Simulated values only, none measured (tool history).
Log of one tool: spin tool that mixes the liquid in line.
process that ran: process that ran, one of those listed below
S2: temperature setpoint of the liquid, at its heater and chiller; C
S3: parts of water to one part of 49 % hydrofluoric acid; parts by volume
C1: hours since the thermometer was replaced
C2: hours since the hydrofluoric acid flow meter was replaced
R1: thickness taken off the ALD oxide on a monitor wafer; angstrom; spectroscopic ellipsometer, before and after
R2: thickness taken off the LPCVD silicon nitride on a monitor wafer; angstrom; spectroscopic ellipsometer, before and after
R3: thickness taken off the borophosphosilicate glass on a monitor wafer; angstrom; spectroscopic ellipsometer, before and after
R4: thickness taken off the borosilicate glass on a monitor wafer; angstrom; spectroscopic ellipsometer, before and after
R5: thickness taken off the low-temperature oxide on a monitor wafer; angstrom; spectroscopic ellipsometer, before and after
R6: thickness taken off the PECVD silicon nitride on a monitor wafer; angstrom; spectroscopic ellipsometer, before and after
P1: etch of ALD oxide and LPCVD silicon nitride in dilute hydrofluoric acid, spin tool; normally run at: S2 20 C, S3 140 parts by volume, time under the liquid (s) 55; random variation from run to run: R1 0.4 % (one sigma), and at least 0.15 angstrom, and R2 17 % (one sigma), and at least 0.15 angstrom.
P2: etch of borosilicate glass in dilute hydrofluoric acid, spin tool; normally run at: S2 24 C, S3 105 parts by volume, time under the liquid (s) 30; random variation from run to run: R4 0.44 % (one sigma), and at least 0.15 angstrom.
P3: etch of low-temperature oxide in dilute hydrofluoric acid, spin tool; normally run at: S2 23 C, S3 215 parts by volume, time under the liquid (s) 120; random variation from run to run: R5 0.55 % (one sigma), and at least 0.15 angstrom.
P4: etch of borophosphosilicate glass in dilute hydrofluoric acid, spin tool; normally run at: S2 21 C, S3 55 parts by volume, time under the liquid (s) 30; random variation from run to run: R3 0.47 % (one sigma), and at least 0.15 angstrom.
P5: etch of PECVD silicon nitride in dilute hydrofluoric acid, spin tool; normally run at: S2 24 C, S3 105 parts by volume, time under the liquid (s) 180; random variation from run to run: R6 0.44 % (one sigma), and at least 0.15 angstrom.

{"run": 1, "hour": 7.3, "process that ran": "P1", "S2": 20, "S3": 140, "time under the liquid (s)": 55, "C1": 266.7, "C2": 142, "R1": 56.633, "R2": 1.3828}
{"run": 2, "hour": 17.3, "process that ran": "P4", "S2": 21, "S3": 55, "time under the liquid (s)": 15, "C1": 276.7, "C2": 152, "R3": 146.16}
{"run": 3, "hour": 23.7, "process that ran": "P2", "S2": 28.5, "S3": 105, "time under the liquid (s)": 30, "C1": 283.1, "C2": 158.4, "R4": 83.574}
{"run": 4, "hour": 31.1, "process that ran": "P3", "S2": 23, "S3": 215, "time under the liquid (s)": 120, "C1": 290.5, "C2": 165.8, "R5": 169.67}
{"run": 5, "hour": 36.5, "process that ran": "P2", "S2": 24, "S3": 150, "time under the liquid (s)": 30, "C1": 295.9, "C2": 171.2, "R4": 47.189}
{"run": 6, "hour": 43.0, "process that ran": "P1", "S2": 28, "S3": 140, "time under the liquid (s)": 55, "C1": 302.4, "C2": 177.7, "R1": 76.2, "R2": 2.1061}
{"run": 7, "hour": 51.7, "process that ran": "P1", "S2": 20, "S3": 140, "time under the liquid (s)": 25, "C1": 311.1, "C2": 186.4, "R1": 25.687, "R2": 0.42526}
{"run": 8, "hour": 57.3, "process that ran": "P2", "S2": 24, "S3": 105, "time under the liquid (s)": 30, "C1": 316.7, "C2": 192, "R4": 70.997}
{"run": 9, "hour": 65.1, "process that ran": "P1", "S2": 25.5, "S3": 195, "time under the liquid (s)": 55, "C1": 324.5, "C2": 199.8, "R1": 46.79, "R2": 1.5357}
{"run": 10, "hour": 71.4, "process that ran": "P3", "S2": 23, "S3": 215, "time under the liquid (s)": 120, "C1": 330.8, "C2": 206.1, "R5": 171.07}
{"run": 11, "hour": 76.6, "process that ran": "P5", "S2": 24, "S3": 105, "time under the liquid (s)": 180, "C1": 336, "C2": 211.3, "R6": 45.435}
{"run": 12, "hour": 82.5, "process that ran": "P1", "S2": 20, "S3": 140, "time under the liquid (s)": 55, "C1": 341.9, "C2": 217.2, "R1": 56.399, "R2": 1.9268}
{"run": 13, "hour": 87.9, "process that ran": "P3", "S2": 17, "S3": 215, "time under the liquid (s)": 120, "C1": 347.3, "C2": 222.6, "R5": 133.32}
{"run": 14, "hour": 93.0, "process that ran": "P3", "S2": 23, "S3": 215, "time under the liquid (s)": 205, "C1": 352.4, "C2": 227.7, "R5": 288.91}
{"run": 15, "hour": 100.3, "process that ran": "P2", "S2": 24, "S3": 105, "time under the liquid (s)": 15, "C1": 359.7, "C2": 235, "R4": 35.37}
{"run": 16, "hour": 106.5, "process that ran": "P5", "S2": 24, "S3": 105, "time under the liquid (s)": 180, "C1": 365.9, "C2": 241.2, "R6": 45.472}
{"run": 17, "hour": 113.5, "process that ran": "P4", "S2": 21, "S3": 90, "time under the liquid (s)": 30, "C1": 372.9, "C2": 248.2, "R3": 170.83}
{"run": 18, "hour": 120.0, "process that ran": "P1", "S2": 27, "S3": 190, "time under the liquid (s)": 55, "C1": 379.4, "C2": 254.7, "R1": 51.171, "R2": 1.782}
{"run": 19, "hour": 124.8, "process that ran": "P1", "S2": 20, "S3": 140, "time under the liquid (s)": 55, "C1": 384.2, "C2": 259.5, "R1": 56.481, "R2": 1.5983}
{"run": 20, "hour": 132.4, "process that ran": "P1", "S2": 20, "S3": 140, "time under the liquid (s)": 55, "C1": 391.8, "C2": 267.1, "R1": 56.02, "R2": 1.0038}
{"run": 21, "hour": 139.7, "process that ran": "P1", "S2": 20, "S3": 140, "time under the liquid (s)": 95, "C1": 399.1, "C2": 274.4, "R1": 96.251, "R2": 2.8987}
{"run": 22, "hour": 146.4, "process that ran": "P1", "S2": 20, "S3": 80, "time under the liquid (s)": 55, "C1": 405.8, "C2": 281.1, "R1": 105.13, "R2": 2.6832}
{"run": 23, "hour": 151.8, "process that ran": "P1", "S2": 17, "S3": 140, "time under the liquid (s)": 55, "C1": 411.2, "C2": 286.5, "R1": 49.632, "R2": 1.1603}
{"run": 24, "hour": 161.3, "process that ran": "P5", "S2": 24, "S3": 105, "time under the liquid (s)": 40, "C1": 420.7, "C2": 296, "R6": 10.062}

Forecast run 25:
{"run": 25, "hour": 170.6, "process that ran": "P1", "S2": 17, "S3": 140, "time under the liquid (s)": 30, "C1": 430, "C2": 305.3, "R1": "?", "R2": "?"}

Run 25 gave R1 27.356 angstrom, R2 0.77436 angstrom.
